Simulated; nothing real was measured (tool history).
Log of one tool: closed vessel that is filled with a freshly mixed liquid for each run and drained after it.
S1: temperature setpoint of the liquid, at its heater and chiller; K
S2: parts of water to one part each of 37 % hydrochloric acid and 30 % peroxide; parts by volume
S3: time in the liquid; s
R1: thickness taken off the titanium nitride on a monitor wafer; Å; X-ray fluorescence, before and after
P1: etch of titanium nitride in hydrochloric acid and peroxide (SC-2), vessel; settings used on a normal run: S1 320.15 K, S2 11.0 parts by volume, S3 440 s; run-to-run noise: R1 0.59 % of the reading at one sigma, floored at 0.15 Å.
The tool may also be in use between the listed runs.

Run 1, hour 10.3: S1 320.15 K, S2 11.0 parts by volume, S3 440 s. Result: R1 44.9560 Å.
Run 2, hour 23.0: S1 308.15 K, S2 11.0 parts by volume, S3 440 s. Result: R1 19.2540 Å.
Run 3, hour 35.2: S1 313.15 K, S2 11.0 parts by volume, S3 655 s. Result: R1 41.4530 Å.
Run 4, hour 44.4: S1 320.15 K, S2 11.0 parts by volume, S3 440 s. Result: R1 44.8800 Å.
Run 5, hour 54.0: S1 320.15 K, S2 11.0 parts by volume, S3 30 s. Result: R1 2.6369 Å.
Run 6, hour 60.9: S1 320.15 K, S2 11.0 parts by volume, S3 440 s. Result: R1 44.7950 Å.
Run 7, hour 71.1: S1 336.65 K, S2 11.0 parts by volume, S3 440 s. Result: R1 130.6900 Å.
Run 8, hour 77.0: S1 320.15 K, S2 19.5 parts by volume, S3 440 s. Result: R1 27.1580 Å.
Run 9, hour 84.6: S1 320.15 K, S2 4.0 parts by volume, S3 440 s. Result: R1 97.1460 Å.
At hour 85.0: thermometer replaced.
Run 10, hour 95.4: S1 320.15 K, S2 11.0 parts by volume, S3 765 s. Result: R1 78.2650 Å.
Run 11, hour 108.2: S1 320.15 K, S2 11.0 parts by volume, S3 440 s. Result: R1 45.1040 Å.
Run 12, hour 120.1: S1 320.15 K, S2 11.0 parts by volume, S3 440 s. Result: R1 44.4340 Å.
Run 13, hour 126.9: S1 320.15 K, S2 11.0 parts by volume, S3 440 s. Result: R1 45.7490 Å.
Run 14, hour 133.4: S1 320.15 K, S2 11.0 parts by volume, S3 440 s. Result: R1 46.6910 Å.
Run 15, hour 143.0: S1 320.15 K, S2 11.0 parts by volume, S3 440 s. Result: R1 47.9580 Å.
Run 16, hour 152.3: S1 320.15 K, S2 11.0 parts by volume, S3 440 s. Result: R1 48.4530 Å.
Run 17, hour 165.3: S1 320.15 K, S2 11.0 parts by volume, S3 440 s. Result: R1 47.9660 Å.
Run 18, hour 174.3: S1 320.15 K, S2 11.0 parts by volume, S3 440 s. Result: R1 48.4080 Å.

The log shows P1 creeping away from where it was. Any of the 2 causes listed here, at the size stated for it, fits the log just as well as the others:
A: liquid hotter than its thermometer reads (K) = 1.08
B: chemicals flow above the setpoint (%) = 9.02
The gradual shift began around hour 120.1.
Excluded causes, each with its reason:
peroxide weaker than its label (%): 8 at the very most, moving R1 by -7.4 %, which is either too weak or the wrong sign

The list below offers 4 check runs, each averaging the results of 5 wafers, and shows each result as a question mark. For which of them would the listed causes give clearly different results?
Run check 1, hour 183.3: S1 320.15 K, S2 19.0 parts by volume, S3 765 s. Result: R1 ?.
Run check 2, hour 183.3: S1 336.15 K, S2 11.0 parts by volume, S3 690 s. Result: R1 ?.
Run check 3, hour 183.3: S1 329.65 K, S2 11.0 parts by volume, S3 60 s. Result: R1 ?.
Run check 4, hour 183.3: S1 309.15 K, S2 4.0 parts by volume, S3 440 s. Result: R1 ?.

How each check would come out, cause by cause:
  check  result      if A      if B
check 1      R1   52.0920   52.3370
check 2      R1  212.2500  213.5800
check 3      R1   12.3010   12.3450
check 4      R1   48.6240   47.5830
Smallest distance between any two causes, each pair judged by its most separating result, in per cent: check 1 0.47 %; check 2 0.62 %; check 3 0.36 %; check 4 2.17 %
Only check 4 tells the causes apart: in the others they would give nearly the same result.

Check 4 has now been run. It gave: R1 47.4220 Å. Which of the candidate causes is it?

The correct cause is B, namely: chemicals flow above the setpoint (%).
